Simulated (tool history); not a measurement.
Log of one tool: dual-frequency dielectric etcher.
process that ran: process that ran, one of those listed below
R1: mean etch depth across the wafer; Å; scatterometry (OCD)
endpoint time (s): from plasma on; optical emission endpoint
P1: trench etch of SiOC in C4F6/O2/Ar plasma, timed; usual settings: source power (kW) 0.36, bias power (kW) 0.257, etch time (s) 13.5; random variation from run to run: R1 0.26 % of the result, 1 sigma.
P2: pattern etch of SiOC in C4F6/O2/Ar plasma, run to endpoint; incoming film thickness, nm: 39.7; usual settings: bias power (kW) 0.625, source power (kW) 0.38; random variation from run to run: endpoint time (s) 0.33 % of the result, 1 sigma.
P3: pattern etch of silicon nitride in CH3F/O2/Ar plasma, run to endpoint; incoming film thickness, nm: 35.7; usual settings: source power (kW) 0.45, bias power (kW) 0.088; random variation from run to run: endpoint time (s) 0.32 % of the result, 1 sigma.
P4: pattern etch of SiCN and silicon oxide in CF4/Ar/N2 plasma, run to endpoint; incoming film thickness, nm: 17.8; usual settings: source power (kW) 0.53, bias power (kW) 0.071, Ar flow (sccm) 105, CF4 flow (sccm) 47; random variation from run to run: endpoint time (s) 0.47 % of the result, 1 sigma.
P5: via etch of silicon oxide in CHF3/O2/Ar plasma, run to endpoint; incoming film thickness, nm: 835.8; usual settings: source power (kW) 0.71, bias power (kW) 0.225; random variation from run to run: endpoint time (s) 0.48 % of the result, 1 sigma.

{"run": 1, "hour": 16.7, "process that ran": "P1", "source power (kW)": 0.36, "bias power (kW)": 0.257, "etch time (s)": 13.5, "R1": 300.48}
{"run": 2, "hour": 30.5, "process that ran": "P2", "source power (kW)": 0.38, "bias power (kW)": 0.398, "endpoint time (s)": 15.062}
{"run": 3, "hour": 45.2, "process that ran": "P5", "source power (kW)": 0.71, "bias power (kW)": 0.225, "endpoint time (s)": 367.59}
{"run": 4, "hour": 60.4, "process that ran": "P3", "source power (kW)": 0.45, "bias power (kW)": 0.106, "endpoint time (s)": 42.24}
{"run": 5, "hour": 77.3, "process that ran": "P1", "source power (kW)": 0.36, "bias power (kW)": 0.364, "etch time (s)": 13.5, "R1": 338.12}
{"run": 6, "hour": 89.7, "process that ran": "P1", "source power (kW)": 0.36, "bias power (kW)": 0.257, "etch time (s)": 13.5, "R1": 300.46}
{"run": 7, "hour": 104.5, "process that ran": "P5", "source power (kW)": 0.71, "bias power (kW)": 0.28, "endpoint time (s)": 337.73}
{"run": 8, "hour": 120.7, "process that ran": "P5", "source power (kW)": 0.71, "bias power (kW)": 0.225, "endpoint time (s)": 364.61}
{"run": 9, "hour": 133.1, "process that ran": "P1", "source power (kW)": 0.36, "bias power (kW)": 0.192, "etch time (s)": 13.5, "R1": 271.95}
{"run": 10, "hour": 142.0, "process that ran": "P1", "source power (kW)": 0.36, "bias power (kW)": 0.257, "etch time (s)": 9.5, "R1": 210.29}
{"run": 11, "hour": 150.9, "process that ran": "P4", "source power (kW)": 0.32, "bias power (kW)": 0.071, "Ar flow (sccm)": 105, "CF4 flow (sccm)": 47, "endpoint time (s)": 29.722}
{"run": 12, "hour": 160.0, "process that ran": "P2", "source power (kW)": 0.38, "bias power (kW)": 0.625, "endpoint time (s)": 12.801}
{"run": 13, "hour": 175.1, "process that ran": "P3", "source power (kW)": 0.45, "bias power (kW)": 0.088, "endpoint time (s)": 45.535}
{"run": 14, "hour": 190.0, "process that ran": "P2", "source power (kW)": 0.38, "bias power (kW)": 0.625, "endpoint time (s)": 12.711}
{"run": 15, "hour": 198.3, "process that ran": "P1", "source power (kW)": 0.27, "bias power (kW)": 0.257, "etch time (s)": 13.5, "R1": 269.13}
{"run": 16, "hour": 206.2, "process that ran": "P1", "source power (kW)": 0.45, "bias power (kW)": 0.257, "etch time (s)": 13.5, "R1": 326.99}
{"run": 17, "hour": 220.9, "process that ran": "P1", "source power (kW)": 0.36, "bias power (kW)": 0.257, "etch time (s)": 13.5, "R1": 299.55}
{"run": 18, "hour": 236.4, "process that ran": "P1", "source power (kW)": 0.36, "bias power (kW)": 0.257, "etch time (s)": 19, "R1": 420.32}
{"run": 19, "hour": 250.6, "process that ran": "P2", "source power (kW)": 0.53, "bias power (kW)": 0.625, "endpoint time (s)": 11.267}
{"run": 20, "hour": 262.6, "process that ran": "P4", "source power (kW)": 0.53, "bias power (kW)": 0.071, "Ar flow (sccm)": 105, "CF4 flow (sccm)": 47, "endpoint time (s)": 19.225}
{"run": 21, "hour": 272.8, "process that ran": "P4", "source power (kW)": 0.53, "bias power (kW)": 0.047, "Ar flow (sccm)": 105, "CF4 flow (sccm)": 47, "endpoint time (s)": 22.251}
{"run": 22, "hour": 286.0, "process that ran": "P5", "source power (kW)": 1, "bias power (kW)": 0.225, "endpoint time (s)": 320.7}
{"run": 23, "hour": 299.3, "process that ran": "P4", "source power (kW)": 0.53, "bias power (kW)": 0.071, "Ar flow (sccm)": 72, "CF4 flow (sccm)": 47, "endpoint time (s)": 18.042}
{"run": 24, "hour": 308.0, "process that ran": "P1", "source power (kW)": 0.36, "bias power (kW)": 0.257, "etch time (s)": 13.5, "R1": 298.72}
{"run": 25, "hour": 324.9, "process that ran": "P3", "source power (kW)": 0.62, "bias power (kW)": 0.088, "endpoint time (s)": 40.192}
{"run": 26, "hour": 338.1, "process that ran": "P4", "source power (kW)": 0.53, "bias power (kW)": 0.071, "Ar flow (sccm)": 105, "CF4 flow (sccm)": 61, "endpoint time (s)": 18.441}
{"run": 27, "hour": 350.8, "process that ran": "P1", "source power (kW)": 0.36, "bias power (kW)": 0.257, "etch time (s)": 13.5, "R1": 299.32}
{"run": 28, "hour": 359.2, "process that ran": "P1", "source power (kW)": 0.25, "bias power (kW)": 0.325, "etch time (s)": 13.5, "R1": 283.66}
{"run": 29, "hour": 371.9, "process that ran": "P1", "source power (kW)": 0.36, "bias power (kW)": 0.257, "etch time (s)": 13.5, "R1": 299.21}
{"run": 30, "hour": 383.2, "process that ran": "P1", "source power (kW)": 0.36, "bias power (kW)": 0.257, "etch time (s)": 13.5, "R1": 296.09}
{"run": 31, "hour": 397.6, "process that ran": "P1", "source power (kW)": 0.36, "bias power (kW)": 0.257, "etch time (s)": 13.5, "R1": 296.18}
{"run": 32, "hour": 410.4, "process that ran": "P1", "source power (kW)": 0.36, "bias power (kW)": 0.257, "etch time (s)": 13.5, "R1": 296.33}
{"run": 33, "hour": 420.6, "process that ran": "P1", "source power (kW)": 0.36, "bias power (kW)": 0.257, "etch time (s)": 13.5, "R1": 294.11}
{"hour": 424.2, "done": "wet clean of the chamber"}
{"run": 34, "hour": 428.8, "process that ran": "P1", "source power (kW)": 0.36, "bias power (kW)": 0.257, "etch time (s)": 13.5, "R1": 296.82}
{"run": 35, "hour": 441.5, "process that ran": "P1", "source power (kW)": 0.36, "bias power (kW)": 0.257, "etch time (s)": 13.5, "R1": 295.04}
{"run": 36, "hour": 458.2, "process that ran": "P1", "source power (kW)": 0.36, "bias power (kW)": 0.257, "etch time (s)": 13.5, "R1": 294.08}

What P1 gives has crept away from where it was. These 2 causes fit the log equally well, each at the size given:
A: source power that arrives under what is set, % = 3.75
B: bias power that arrives under what is set, % = 4.18
The creep began at about hour 371.9.
Why every other cause is out:
chamber walls in a state that lowers the etch rate, %: serviced at hour 424.2, which brought nothing back

4 check runs are offered, each on 3 wafers whose results are averaged, their results left as question marks. Which one tells the causes apart?
{"run": "check 1", "hour": 474.9, "process that ran": "P3", "source power (kW)": 0.59, "bias power (kW)": 0.088, "endpoint time (s)": "?"}
{"run": "check 2", "hour": 474.9, "process that ran": "P2", "source power (kW)": 0.38, "bias power (kW)": 0.427, "endpoint time (s)": "?"}
{"run": "check 3", "hour": 474.9, "process that ran": "P4", "source power (kW)": 0.53, "bias power (kW)": 0.053, "Ar flow (sccm)": 105, "CF4 flow (sccm)": 59, "endpoint time (s)": "?"}
{"run": "check 4", "hour": 474.9, "process that ran": "P5", "source power (kW)": 0.98, "bias power (kW)": 0.225, "endpoint time (s)": "?"}

What each check would give under each cause:
check=check_1 result=endpoint_time_(s) if_A=41.514 if_B=41.528
check=check_2 result=endpoint_time_(s) if_A=14.911 if_B=14.931
check=check_3 result=endpoint_time_(s) if_A=21.14 if_B=20.717
check=check_4 result=endpoint_time_(s) if_A=328.95 if_B=328.91
How far apart the two closest causes lie, in the result that separates them most: check 1 0.03 %; check 2 0.14 %; check 3 2.03 %; check 4 0.01 %
Only check 3 tells the causes apart: in the others they would give nearly the same result.

Check 3 was then run and gave: endpoint time (s) 21.152. Which cause is it?

It is A: source power that arrives under what is set, %.

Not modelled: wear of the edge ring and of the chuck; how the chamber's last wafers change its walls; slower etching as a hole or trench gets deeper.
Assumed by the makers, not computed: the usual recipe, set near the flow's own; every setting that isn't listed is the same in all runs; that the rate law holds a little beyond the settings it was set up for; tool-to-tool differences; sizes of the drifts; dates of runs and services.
